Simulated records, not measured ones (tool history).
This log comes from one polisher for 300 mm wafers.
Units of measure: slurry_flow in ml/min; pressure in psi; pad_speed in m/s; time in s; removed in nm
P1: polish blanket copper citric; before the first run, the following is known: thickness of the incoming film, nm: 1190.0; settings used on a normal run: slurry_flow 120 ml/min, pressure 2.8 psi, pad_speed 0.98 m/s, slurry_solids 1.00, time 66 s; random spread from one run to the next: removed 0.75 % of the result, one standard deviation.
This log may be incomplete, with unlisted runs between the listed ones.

run,hour,slurry_flow,pressure,pad_speed,slurry_solids,time,wafers polished on this pad,hours since the slurry nozzle was cleaned,hours since the head pressure was calibrated,hours since the slurry blender was calibrated,removed
1,3.1,120,2.8,0.98,1.00,66,383,69.9,252.9,111.4,137.100
2,6.0,120,2.8,0.98,1.50,66,401,72.8,255.8,114.3,151.480
3,10.4,120,2.8,0.98,0.75,96,429,77.2,260.2,118.7,188.270
4,14.9,70,2.8,0.98,1.00,66,457,81.7,264.7,123.2,119.130
5,19.7,155,3.6,0.98,1.00,66,487,86.5,269.5,128.0,185.400
6,23.1,120,2.8,0.98,1.00,66,509,89.9,272.9,131.4,138.910
7,27.3,120,2.8,0.98,1.00,66,535,94.1,277.1,135.6,136.900
8,31.0,120,2.8,0.98,1.00,66,559,97.8,280.8,139.3,138.930
9,36.6,85,2.8,0.98,1.00,39,594,103.4,286.4,144.9,74.860
10,41.0,120,2.8,0.98,1.00,66,622,107.8,290.8,149.3,136.900
11,46.8,120,2.8,1.50,1.00,66,659,113.6,296.6,155.1,212.770
12,51.3,120,2.8,0.66,1.00,66,687,118.1,301.1,159.6,94.491
13,57.0,120,1.8,0.98,1.00,66,723,123.8,306.8,165.3,91.053
14,62.8,120,2.8,0.98,1.00,66,760,129.6,312.6,171.1,136.460
15,66.5,120,2.8,0.98,0.65,66,783,133.3,316.3,174.8,127.400
16,72.0,120,2.8,0.98,1.00,102,818,138.8,321.8,180.3,213.190
17,77.9,185,2.8,0.98,1.00,66,855,144.7,327.7,186.2,147.180
18,82.6,120,4.4,0.98,1.00,66,885,149.4,332.4,190.9,213.060
19,85.5,120,2.8,0.98,1.00,47,903,152.3,335.3,193.8,98.297
20,90.4,120,2.8,0.98,1.00,66,934,157.2,340.2,198.7,137.570
21,93.6,120,2.8,0.98,1.00,66,954,160.4,343.4,201.9,134.380
22,98.0,120,2.8,0.98,1.00,66,982,164.8,347.8,206.3,129.900
23,103.4,120,2.8,0.98,1.00,66,1016,170.2,353.2,211.7,129.520
# hour 103.9: slurry blender recalibrated
# hour 108.5: worn pad replaced by a new one
24,108.7,120,2.8,0.98,1.00,66,1,175.5,358.5,4.9,126.320

The next listed run, before its measurement:
25,113.8,120,2.8,0.98,1.00,66,33,180.6,363.6,10.0,?

removed: 125.500 nm
